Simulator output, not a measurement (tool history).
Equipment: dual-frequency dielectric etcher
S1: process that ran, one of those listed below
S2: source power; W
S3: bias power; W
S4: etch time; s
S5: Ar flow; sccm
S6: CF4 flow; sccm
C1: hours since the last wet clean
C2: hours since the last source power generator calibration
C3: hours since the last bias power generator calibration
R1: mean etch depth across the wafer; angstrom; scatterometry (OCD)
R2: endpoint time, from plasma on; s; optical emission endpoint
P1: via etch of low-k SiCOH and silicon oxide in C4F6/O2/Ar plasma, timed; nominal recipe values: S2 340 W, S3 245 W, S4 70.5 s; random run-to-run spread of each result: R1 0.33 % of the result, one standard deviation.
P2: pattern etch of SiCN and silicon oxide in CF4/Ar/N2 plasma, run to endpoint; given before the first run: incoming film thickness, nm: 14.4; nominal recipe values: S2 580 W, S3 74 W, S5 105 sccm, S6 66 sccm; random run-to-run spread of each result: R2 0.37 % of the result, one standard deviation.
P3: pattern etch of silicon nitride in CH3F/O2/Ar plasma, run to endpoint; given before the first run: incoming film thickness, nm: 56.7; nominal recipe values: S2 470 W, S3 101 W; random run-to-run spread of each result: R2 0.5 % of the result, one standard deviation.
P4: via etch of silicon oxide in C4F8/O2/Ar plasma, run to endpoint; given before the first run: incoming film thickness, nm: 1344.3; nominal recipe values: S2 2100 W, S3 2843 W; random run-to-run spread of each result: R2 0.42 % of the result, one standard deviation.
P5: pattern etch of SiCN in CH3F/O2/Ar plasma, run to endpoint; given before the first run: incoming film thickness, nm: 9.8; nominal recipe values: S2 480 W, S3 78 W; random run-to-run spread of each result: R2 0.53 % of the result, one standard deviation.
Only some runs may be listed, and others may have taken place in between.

run	day	S1	S2	S3	S4	S5	S6	C1	C2	C3	R1	R2
1	0.512	P1	340	245	70.5			273.6	1672.4	999.4	2024.6	
2	0.971	P4	2100	2843				284.6	1683.4	1010.4		235.71
# day 1.212: source power generator calibrated
3	1.458	P2	580	74		68	66	296.3	5.9	1022.1		12.938
# day 1.554: wet clean of the chamber
4	1.8	P1	340	245	70.5			6	14.1	1030.3	2011.9	
5	2.346	P1	340	245	39			19.1	27.2	1043.4	1116.7	
6	2.867	P3	470	101				31.6	39.7	1055.9		68.467
7	3.279	P3	470	78				41.5	49.6	1065.8		74.793
8	3.575	P3	650	101				48.6	56.7	1072.9		60.441
9	3.879	P2	770	74		105	66	55.9	64	1080.2		10.745
10	4.171	P1	430	245	47.5			62.9	71	1087.2	1495.6	
11	4.425	P3	470	101				69	77.1	1093.3		68.13
12	4.767	P1	340	245	70.5			77.2	85.3	1101.5	2024.5	
13	5.283	P1	340	178	52			89.6	97.7	1113.9	1346.2	
14	5.688	P2	580	74		105	66	99.3	107.4	1123.6		13.885
15	6.104	P1	340	326	70.5			109.3	117.4	1133.6	2236.1	
16	6.654	P1	220	245	70.5			122.5	130.6	1146.8	1717	
17	6.921	P2	580	74		105	91	128.9	137	1153.2		13.141
18	7.208	P1	340	245	70.5			135.8	143.9	1160.1	2028.9	
19	7.512	P1	340	245	70.5			143.1	151.2	1167.4	2026.2	
20	7.879	P5	480	101				151.9	160	1176.2		21.602
21	8.383	P1	340	176	70.5			164	172.1	1188.3	1815.2	
22	8.683	P4	1460	2843				171.2	179.3	1195.5		270.73
23	9.021	P1	340	245	97			179.3	187.4	1203.6	2772.4	

Run 24 has not been measured yet. What should we expect?
24	9.488	P5	650	78				190.5	198.6	1214.8		?

{"run 24": {"R2": 21.033}}

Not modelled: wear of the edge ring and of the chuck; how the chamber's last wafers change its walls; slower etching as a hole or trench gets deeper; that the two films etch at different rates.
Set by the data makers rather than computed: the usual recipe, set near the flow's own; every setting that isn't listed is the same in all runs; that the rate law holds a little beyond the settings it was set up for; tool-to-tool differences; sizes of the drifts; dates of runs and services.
